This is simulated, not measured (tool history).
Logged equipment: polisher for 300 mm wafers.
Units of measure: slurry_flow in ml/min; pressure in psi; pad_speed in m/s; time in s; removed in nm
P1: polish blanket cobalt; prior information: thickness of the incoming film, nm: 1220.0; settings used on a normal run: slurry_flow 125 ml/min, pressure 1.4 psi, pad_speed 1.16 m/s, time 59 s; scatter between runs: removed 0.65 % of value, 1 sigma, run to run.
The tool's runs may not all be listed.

| run | day | slurry_flow | pressure | pad_speed | time | removed |
|---|---|---|---|---|---|---|
| 1 | 0.267 | 125 | 1.4 | 1.16 | 59 | 261.9 |
| 2 | 0.442 | 125 | 1.4 | 1.72 | 77 | 508.76 |
| 3 | 0.738 | 125 | 1.4 | 1.16 | 59 | 261.48 |
| 4 | 1.038 | 125 | 1.4 | 1.78 | 59 | 402.77 |
| 5 | 1.258 | 180 | 1.4 | 1.16 | 59 | 279.14 |
| 6 | 1.5 | 125 | 2.2 | 1.16 | 59 | 416.5 |
| 7 | 1.842 | 125 | 1.4 | 1.16 | 59 | 261.29 |
| 8 | 2.138 | 80 | 1.4 | 1.16 | 59 | 234.58 |
| 9 | 2.479 | 155 | 1.4 | 0.68 | 59 | 158.29 |
| 10 | 2.821 | 125 | 1.4 | 1.16 | 38 | 168.57 |
| 11 | 2.992 | 125 | 1.4 | 1.16 | 59 | 263.21 |
| 12 | 3.292 | 125 | 1.4 | 1.16 | 93 | 414.32 |
| 13 | 3.621 | 125 | 1.4 | 1.16 | 59 | 261.2 |
| 14 | 3.929 | 125 | 1.4 | 0.78 | 75 | 223.34 |
| 15 | 4.292 | 125 | 1.4 | 1.16 | 59 | 260.82 |
| 16 | 4.475 | 125 | 1.4 | 0.56 | 59 | 126.71 |
| 17 | 4.792 | 125 | 1.4 | 1.16 | 59 | 260.46 |
| 18 | 5.133 | 125 | 0.9 | 1.16 | 59 | 168.64 |
| 19 | 5.458 | 125 | 1.4 | 1.16 | 59 | 261.62 |
| 20 | 5.654 | 125 | 1.4 | 1.16 | 59 | 260.85 |
| 21 | 5.892 | 125 | 1.4 | 1.16 | 59 | 253.05 |
| 22 | 6.192 | 125 | 1.4 | 1.16 | 59 | 247.64 |
| 23 | 6.546 | 125 | 1.4 | 1.16 | 59 | 243.31 |
|  | 6.692 | worn pad replaced by a new one |
| 24 | 6.867 | 125 | 1.4 | 1.16 | 59 | 243.65 |
| 25 | 7.142 | 125 | 1.4 | 1.16 | 59 | 240.75 |
| 26 | 7.358 | 125 | 1.4 | 1.16 | 59 | 236.97 |
| 27 | 7.675 | 125 | 1.4 | 1.16 | 59 | 239.3 |
| 28 | 7.875 | 125 | 1.4 | 1.16 | 59 | 237.27 |
| 29 | 8.038 | 125 | 1.4 | 1.16 | 59 | 234.7 |
| 30 | 8.254 | 125 | 1.4 | 1.16 | 59 | 235.84 |

What P1 gives has crept off from where it sat before. The 2 causes that follow fit the log equally well, each at the size noted:
A: slurry flow missing at the pad, % = 33.8
B: head's pressure below its setpoint, % = 9.69
Creep in the process output first set in at about day 5.458.
What rules out each remaining cause:
removal rate lost through wear of the pad, %: serviced at day 6.692, which brought nothing back

Consider the 4 check runs below, whose results appear as question marks and each of which averages 3 wafers. Which one distinguishes the causes, in that each cause would give it a clearly different result?
| check 1 | 8.471 | 125 | 1.9 | 1.16 | 90 | ? |
| check 2 | 8.471 | 95 | 1.4 | 0.66 | 59 | ? |
| check 3 | 8.471 | 125 | 1.4 | 1.54 | 59 | ? |
| check 4 | 8.471 | 125 | 1.4 | 1.56 | 59 | ? |

What every check run would give for each of its results, assuming each possible cause in turn:
| check | result | if A | if B |
|---|---|---|---|
| check 1 | removed | 490.33 | 490.32 |
| check 2 | removed | 123.05 | 126.45 |
| check 3 | removed | 314.44 | 314.43 |
| check 4 | removed | 318.52 | 318.51 |
Minimum pairwise separation of causes per check, each pair taken at its best-separating result: check 1 0 %; check 2 2.73 %; check 3 0 %; check 4 0 %
Of the check runs offered, only check 2 discriminates between the causes; the rest would read about the same regardless of which cause applies.

Check 2 was then run and gave: removed 123.57 nm. Which cause is it?

Of the candidate causes, it is A: slurry flow missing at the pad, %.

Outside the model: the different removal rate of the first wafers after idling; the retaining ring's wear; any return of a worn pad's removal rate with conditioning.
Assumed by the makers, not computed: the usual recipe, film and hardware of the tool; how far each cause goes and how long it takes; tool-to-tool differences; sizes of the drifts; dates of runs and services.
